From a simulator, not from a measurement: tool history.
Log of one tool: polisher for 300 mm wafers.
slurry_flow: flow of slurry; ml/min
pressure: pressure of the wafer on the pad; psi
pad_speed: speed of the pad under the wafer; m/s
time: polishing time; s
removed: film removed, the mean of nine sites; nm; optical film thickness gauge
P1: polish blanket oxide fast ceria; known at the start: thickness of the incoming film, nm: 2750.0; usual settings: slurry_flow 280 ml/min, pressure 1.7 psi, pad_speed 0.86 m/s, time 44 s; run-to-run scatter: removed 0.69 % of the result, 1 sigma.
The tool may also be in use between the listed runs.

run   hour  slurry_flow  pressure  pad_speed  time  wafers polished on this pad  hours since the slurry nozzle was cleaned  hours since the head pressure was calibrated  removed
  1   18.1          280       1.7       0.86    44                          691                                      562.1                                         187.9   363.71
  2   30.9          280       2.7       0.86    44                          799                                      574.9                                         200.7   576.16
  3   49.4          280       1.7       1.14    32                          953                                      593.4                                         219.2   348.88
  4   57.8          280       0.8       0.86    44                         1024                                      601.8                                         227.6   170.99
  5   71.7          280       1.7       0.86    25                         1140                                      615.7                                         241.5   207.86
  6   84.6          280       1.7       1.28    44                         1248                                      628.6                                         254.4   541.73
  7   93.1          170       1.7       0.86    44                         1319                                      637.1                                         262.9   338.24
  8  106.2          280       1.7       0.86    44                         1429                                      650.2                                           276   363.94
  9  116.5          280       1.7       0.86    62                         1515                                      660.5                                         286.3    514.6
 10  130.9          355       1.7       1.28    44                         1636                                      674.9                                         300.7   550.77
 11  145.1          280       1.7       0.86    44                         1755                                      689.1                                         314.9   363.02
 12  163.9          280       1.7       0.86    44                         1912                                      707.9                                         333.7   359.22
 13  180.8          280       1.7       0.86    44                         2053                                      724.8                                         350.6   367.89
 14  199.6          410       1.7       0.86    44                         2211                                      743.6                                         369.4   378.03
 15  211.2          280       1.7       0.86    44                         2308                                      755.2                                           381   364.79
 16  219.6          280       1.7       0.38    44                         2378                                      763.6                                         389.4   161.05
 17  232.2          280       1.7       0.86    44                         2484                                      776.2                                           402   367.76
 18  247.9          280       1.7       0.86    44                         2615                                      791.9                                         417.7    357.9
 19  262.5          280       1.7       0.86    44                         2737                                      806.5                                         432.3    356.1
 20  276.3          280       1.7       0.86    44                         2853                                      820.3                                         446.1   354.56
 21  295.3          280       1.7       0.86    44                         3012                                      839.3                                         465.1   348.85
     308.2  -- head pressure recalibrated
 22    309          280       1.7       0.86    44                         3126                                        853                                           0.9    347.6
 23  321.4          280       1.7       0.86    44                         3230                                      865.4                                          13.3   349.71
 24  333.9          280       1.7       0.86    44                         3335                                      877.9                                          25.8   346.44

What P1 gives has crept away from where it was. These 2 causes fit the log equally well, each at the size given:
A: removal rate lost through wear of the pad, % = 4.29
B: slurry flow missing at the pad, % = 31.5
The creep began at about hour 232.2.
Why every other cause is out:
head's pressure below its setpoint, %: serviced at hour 308.2, which brought nothing back

4 check runs are offered, each on 5 wafers whose results are averaged, their results left as question marks. Which one tells the causes apart?
check 1  346.4          280       1.7       1.26    53                                                                                                                              ?
check 2  346.4          170       1.3       0.86    44                                                                                                                              ?
check 3  346.4          280       2.5       0.48    44                                                                                                                              ?
check 4  346.4          280       0.9       0.46    44                                                                                                                              ?

What each check would give under each cause:
  check   result    if A    if B
check 1  removed  614.46  614.42
check 2  removed  250.36  243.91
check 3  removed  285.78  285.76
check 4  removed  98.595  98.588
How far apart the two closest causes lie, in the result that separates them most: check 1 0.01 %; check 2 2.61 %; check 3 0.01 %; check 4 0.01 %
Check 2 tells the causes apart: in the others they would give nearly the same result.

Check 2 was then run and gave: removed 243.33 nm. Which cause is it?

It is B: slurry flow missing at the pad, %.
